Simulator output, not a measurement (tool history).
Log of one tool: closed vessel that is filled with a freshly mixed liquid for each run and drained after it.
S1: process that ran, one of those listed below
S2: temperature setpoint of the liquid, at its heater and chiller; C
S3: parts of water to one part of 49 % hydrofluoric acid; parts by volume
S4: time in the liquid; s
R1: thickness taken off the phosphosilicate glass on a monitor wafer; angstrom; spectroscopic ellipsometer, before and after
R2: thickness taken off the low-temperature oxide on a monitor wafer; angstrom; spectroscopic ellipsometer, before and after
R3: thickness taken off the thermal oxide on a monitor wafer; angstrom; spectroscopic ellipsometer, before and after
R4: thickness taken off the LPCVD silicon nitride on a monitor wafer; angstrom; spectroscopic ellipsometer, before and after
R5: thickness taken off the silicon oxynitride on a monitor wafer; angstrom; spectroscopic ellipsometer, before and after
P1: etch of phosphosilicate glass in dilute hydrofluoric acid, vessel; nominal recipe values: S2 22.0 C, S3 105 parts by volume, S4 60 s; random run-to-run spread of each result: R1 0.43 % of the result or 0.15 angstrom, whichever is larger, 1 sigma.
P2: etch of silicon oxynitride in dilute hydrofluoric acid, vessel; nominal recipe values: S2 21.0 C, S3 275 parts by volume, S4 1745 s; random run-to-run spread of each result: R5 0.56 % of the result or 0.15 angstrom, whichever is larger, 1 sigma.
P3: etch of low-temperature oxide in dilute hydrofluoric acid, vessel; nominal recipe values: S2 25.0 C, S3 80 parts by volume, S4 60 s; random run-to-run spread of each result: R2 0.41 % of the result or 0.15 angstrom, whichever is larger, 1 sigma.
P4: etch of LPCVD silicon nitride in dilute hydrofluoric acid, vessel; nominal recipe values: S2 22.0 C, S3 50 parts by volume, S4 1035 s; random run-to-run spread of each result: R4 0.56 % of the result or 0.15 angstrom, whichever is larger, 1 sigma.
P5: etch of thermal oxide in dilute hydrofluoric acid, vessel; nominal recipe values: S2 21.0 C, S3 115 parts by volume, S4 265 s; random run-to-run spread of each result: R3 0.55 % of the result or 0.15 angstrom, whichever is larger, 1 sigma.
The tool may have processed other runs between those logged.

Run 1, hour 2.7: S1 P1, S2 22.0 C, S3 105 parts by volume, S4 60 s. Result: R1 477.75 angstrom.
Run 2, hour 7.9: S1 P3, S2 33.0 C, S3 80 parts by volume, S4 60 s. Result: R2 283.55 angstrom.
Run 3, hour 10.8: S1 P3, S2 25.0 C, S3 80 parts by volume, S4 60 s. Result: R2 210.16 angstrom.
Run 4, hour 15.9: S1 P5, S2 28.0 C, S3 115 parts by volume, S4 265 s. Result: R3 122.190 angstrom.
Run 5, hour 19.0: S1 P3, S2 25.0 C, S3 80 parts by volume, S4 115 s. Result: R2 400.89 angstrom.
Run 6, hour 22.2: S1 P4, S2 22.0 C, S3 50 parts by volume, S4 30 s. Result: R4 2.5087 angstrom.
Run 7, hour 26.6: S1 P1, S2 30.5 C, S3 105 parts by volume, S4 60 s. Result: R1 663.11 angstrom.
Run 8, hour 32.1: S1 P1, S2 22.0 C, S3 105 parts by volume, S4 60 s. Result: R1 478.38 angstrom.
Run 9, hour 37.5: S1 P5, S2 21.0 C, S3 205 parts by volume, S4 265 s. Result: R3 47.502 angstrom.
Run 10, hour 41.9: S1 P4, S2 29.5 C, S3 50 parts by volume, S4 1035 s. Result: R4 145.2700 angstrom.
Run 11, hour 45.5: S1 P5, S2 21.0 C, S3 115 parts by volume, S4 265 s. Result: R3 94.436 angstrom.
Run 12, hour 48.7: S1 P2, S2 21.0 C, S3 275 parts by volume, S4 105 s. Result: R5 10.97 angstrom.
Run 13, hour 51.5: S1 P1, S2 22.0 C, S3 105 parts by volume, S4 30 s. Result: R1 238.76 angstrom.
Run 14, hour 56.2: S1 P4, S2 22.0 C, S3 20 parts by volume, S4 1035 s. Result: R4 216.1400 angstrom.
Run 15, hour 60.5: S1 P1, S2 22.0 C, S3 50 parts by volume, S4 60 s. Result: R1 1070.40 angstrom.
Run 16, hour 65.3: S1 P1, S2 17.0 C, S3 30 parts by volume, S4 60 s. Result: R1 1468.90 angstrom.
Run 17, hour 69.9: S1 P2, S2 29.0 C, S3 275 parts by volume, S4 1745 s. Result: R5 256.81 angstrom.
Run 18, hour 75.0: S1 P3, S2 25.0 C, S3 20 parts by volume, S4 60 s. Result: R2 904.89 angstrom.
Run 19, hour 79.4: S1 P1, S2 22.0 C, S3 105 parts by volume, S4 105 s. Result: R1 835.50 angstrom.
Run 20, hour 83.0: S1 P2, S2 21.0 C, S3 90 parts by volume, S4 1745 s. Result: R5 637.68 angstrom.
Run 21, hour 87.5: S1 P5, S2 21.0 C, S3 115 parts by volume, S4 105 s. Result: R3 37.110 angstrom.
Run 22, hour 92.5: S1 P4, S2 22.0 C, S3 50 parts by volume, S4 1035 s. Result: R4 88.4560 angstrom.
Run 23, hour 95.8: S1 P2, S2 21.0 C, S3 275 parts by volume, S4 1745 s. Result: R5 181.86 angstrom.
Run 24, hour 100.9: S1 P5, S2 21.0 C, S3 115 parts by volume, S4 265 s. Result: R3 93.038 angstrom.
Run 25, hour 106.6: S1 P1, S2 22.0 C, S3 105 parts by volume, S4 60 s. Result: R1 478.31 angstrom.
Run 26, hour 112.6: S1 P1, S2 22.0 C, S3 105 parts by volume, S4 60 s. Result: R1 477.15 angstrom.
Run 27, hour 117.8: S1 P1, S2 22.0 C, S3 185 parts by volume, S4 60 s. Result: R1 247.81 angstrom.
Run 28, hour 123.4: S1 P1, S2 17.0 C, S3 105 parts by volume, S4 60 s. Result: R1 387.88 angstrom.
Run 29, hour 128.8: S1 P1, S2 22.0 C, S3 105 parts by volume, S4 60 s. Result: R1 475.15 angstrom.
Run 30, hour 134.4: S1 P1, S2 22.0 C, S3 105 parts by volume, S4 60 s. Result: R1 478.31 angstrom.
Run 31, hour 138.5: S1 P1, S2 22.0 C, S3 105 parts by volume, S4 60 s. Result: R1 501.42 angstrom.
Run 32, hour 141.4: S1 P1, S2 22.0 C, S3 105 parts by volume, S4 60 s. Result: R1 504.05 angstrom.
Run 33, hour 144.3: S1 P1, S2 22.0 C, S3 105 parts by volume, S4 60 s. Result: R1 509.55 angstrom.
Run 34, hour 148.3: S1 P1, S2 22.0 C, S3 105 parts by volume, S4 60 s. Result: R1 515.42 angstrom.
Run 35, hour 151.5: S1 P1, S2 22.0 C, S3 105 parts by volume, S4 60 s. Result: R1 513.26 angstrom.
Run 36, hour 156.5: S1 P1, S2 22.0 C, S3 105 parts by volume, S4 60 s. Result: R1 520.19 angstrom.
Run 37, hour 162.0: S1 P1, S2 22.0 C, S3 105 parts by volume, S4 60 s. Result: R1 515.15 angstrom.

The log shows P1 creeping away from where it was. Any of the 2 causes listed here, at the size stated for it, fits the log just as well as the others:
A: liquid hotter than its thermometer reads (K) = 2.13
B: hydrofluoric acid flow above the setpoint (%) = 7.85
The creep began at about hour 134.4.

Each of the 4 check runs below uses one wafer; its results are left as question marks. Which run tells the causes apart?
Run check 1, hour 167.5: S1 P2, S2 24.5 C, S3 275 parts by volume, S4 475 s. Result: R5 ?.
Run check 2, hour 167.5: S1 P5, S2 21.0 C, S3 155 parts by volume, S4 265 s. Result: R3 ?.
Run check 3, hour 167.5: S1 P4, S2 28.0 C, S3 50 parts by volume, S4 570 s. Result: R4 ?.
Run check 4, hour 167.5: S1 P3, S2 33.0 C, S3 80 parts by volume, S4 60 s. Result: R2 ?.

Expected result of each check under each candidate cause:
  check  result     if A     if B
check 1      R5   63.504   63.511
check 2      R3   71.687   72.034
check 3      R4  83.9100  78.7150
check 4      R2   306.96   308.90
Minimum pairwise separation of causes per check, each pair taken at its best-separating result: check 1 0.01 %; check 2 0.48 %; check 3 6.39 %; check 4 0.63 %
Only check 3 tells the causes apart: in the others they would give nearly the same result.

Running check 3 produced the following: R4 78.2620 angstrom. Which one of the listed causes fits?

Of the candidate causes, it is B: hydrofluoric acid flow above the setpoint (%).
